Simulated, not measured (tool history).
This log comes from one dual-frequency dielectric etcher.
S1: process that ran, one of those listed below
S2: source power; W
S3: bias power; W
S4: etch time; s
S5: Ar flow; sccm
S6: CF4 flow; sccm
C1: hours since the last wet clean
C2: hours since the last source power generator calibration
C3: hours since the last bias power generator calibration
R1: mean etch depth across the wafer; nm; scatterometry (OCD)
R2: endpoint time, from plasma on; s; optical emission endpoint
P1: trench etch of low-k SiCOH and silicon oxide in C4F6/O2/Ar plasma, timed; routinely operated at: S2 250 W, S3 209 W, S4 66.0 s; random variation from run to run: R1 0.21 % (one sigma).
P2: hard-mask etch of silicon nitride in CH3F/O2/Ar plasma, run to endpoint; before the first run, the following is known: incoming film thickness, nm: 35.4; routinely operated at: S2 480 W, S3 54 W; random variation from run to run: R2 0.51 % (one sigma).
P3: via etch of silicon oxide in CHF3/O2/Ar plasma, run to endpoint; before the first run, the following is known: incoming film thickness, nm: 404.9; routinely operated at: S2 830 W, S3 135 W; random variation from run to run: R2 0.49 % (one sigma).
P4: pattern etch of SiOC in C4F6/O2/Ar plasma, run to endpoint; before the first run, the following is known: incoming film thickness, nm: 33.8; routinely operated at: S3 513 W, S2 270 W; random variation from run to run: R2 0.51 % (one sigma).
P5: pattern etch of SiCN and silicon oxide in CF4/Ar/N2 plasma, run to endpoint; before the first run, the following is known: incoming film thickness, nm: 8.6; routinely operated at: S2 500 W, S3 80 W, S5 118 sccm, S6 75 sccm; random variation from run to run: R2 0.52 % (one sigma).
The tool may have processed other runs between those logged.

run	hour	S1	S2	S3	S4	S5	S6	C1	C2	C3	R1	R2
1	3.5	P1	250	209	66.0			203.0	1228.6	2249.2	194.83	
2	7.9	P4	160	513				207.4	1233.0	2253.6		15.6870
3	10.6	P5	690	80		118	75	210.1	1235.7	2256.3		6.9079
4	14.9	P1	250	209	98.0			214.4	1240.0	2260.6	289.82	
5	18.5	P4	270	414				218.0	1243.6	2264.2		14.1240
6	21.3	P3	1160	135				220.8	1246.4	2267.0		175.1400
7	26.0	P3	830	135				225.5	1251.1	2271.7		200.6300
8	30.2	P1	190	209	66.0			229.7	1255.3	2275.9	175.67	
9	33.5	P5	500	80		118	75	233.0	1258.6	2279.2		9.0950
10	36.1	P5	500	80		143	75	235.6	1261.2	2281.8		9.3259
11	41.4	P4	270	513				240.9	1266.5	2287.1		12.8910
12	44.1	P1	250	161	66.0			243.6	1269.2	2289.8	178.54	
13	49.8	P2	480	54				249.3	1274.9	2295.5		53.3740
14	54.9	P2	480	54				254.4	1280.0	2300.6		53.7640
# hour 55.3: bias power generator calibrated
15	60.5	P1	350	209	66.0			260.0	1285.6	5.2	221.46	
16	65.7	P4	270	513				265.2	1290.8	10.4		12.8630
17	70.8	P1	250	209	66.0			270.3	1295.9	15.5	195.44	
18	76.5	P1	250	209	66.0			276.0	1301.6	21.2	194.82	
19	79.6	P2	480	31				279.1	1304.7	24.3		62.8840
20	84.4	P3	830	177				283.9	1309.5	29.1		182.4900
21	87.1	P1	250	253	66.0			286.6	1312.2	31.8	207.95	
22	91.5	P1	250	209	66.0			291.0	1316.6	36.2	195.42	
23	96.8	P5	500	101		118	75	296.3	1321.9	41.5		8.3861
24	99.4	P1	180	209	50.5			298.9	1324.5	44.1	131.84	
25	105.0	P1	250	209	43.5			304.5	1330.1	49.7	128.55	
26	111.0	P5	500	80		118	103	310.5	1336.1	55.7		8.7116
27	116.4	P2	590	54				315.9	1341.5	61.1		49.4270
28	119.3	P1	250	209	66.0			318.8	1344.4	64.0	195.57	
29	121.9	P1	250	209	66.0			321.4	1347.0	66.6	196.81	
30	124.6	P1	250	209	66.0			324.1	1349.7	69.3	196.98	
31	127.3	P1	250	209	66.0			326.8	1352.4	72.0	197.19	
32	132.9	P1	250	209	66.0			332.4	1358.0	77.6	197.31	
33	135.6	P1	250	209	66.0			335.1	1360.7	80.3	197.70	
# hour 137.0: wet clean of the chamber
34	140.5	P1	250	209	66.0			3.5	1365.6	85.2	197.88	
35	146.0	P1	250	209	66.0			9.0	1371.1	90.7	198.54	
36	149.4	P1	250	209	66.0			12.4	1374.5	94.1	198.25	

The output of P1 has drifted from where it used to be. Each of the 2 causes below, taken at the size shown beside it, accounts for the log equally well:
A: bias power that arrives over what is set, % = 4.75
B: source power that arrives over what is set, % = 4.19
The drift started at roughly hour 119.3.
Ruled out, with reasons:
chamber walls in a state that raises the etch rate, %: was serviced at hour 137.0, once the creep was under way, yet the earlier output never came back

The list below offers 4 check runs, each averaging the results of 5 wafers, and shows each result as a question mark. For which of them would the listed causes give clearly different results?
check 1	152.8	P2	570	45								?
check 2	152.8	P5	500	80		138	100					?
check 3	152.8	P4	270	417								?
check 4	152.8	P3	1130	177								?

How each check would come out, cause by cause:
check	result	if A	if B
check 1	R2	52.0510	51.9160
check 2	R2	8.7984	8.6216
check 3	R2	13.7490	13.7780
check 4	R2	160.1600	159.9900
Per-check spread between the two closest causes, in the result where they differ most: check 1 0.26 %; check 2 2.03 %; check 3 0.21 %; check 4 0.1 %
The other checks would show nearly matching results whichever cause is true, so check 2 is the only one that separates the causes.

With check 2 done, the readings were: R2 8.6349 s. Identify which of the listed causes applies.

It is B: source power that arrives over what is set, %.
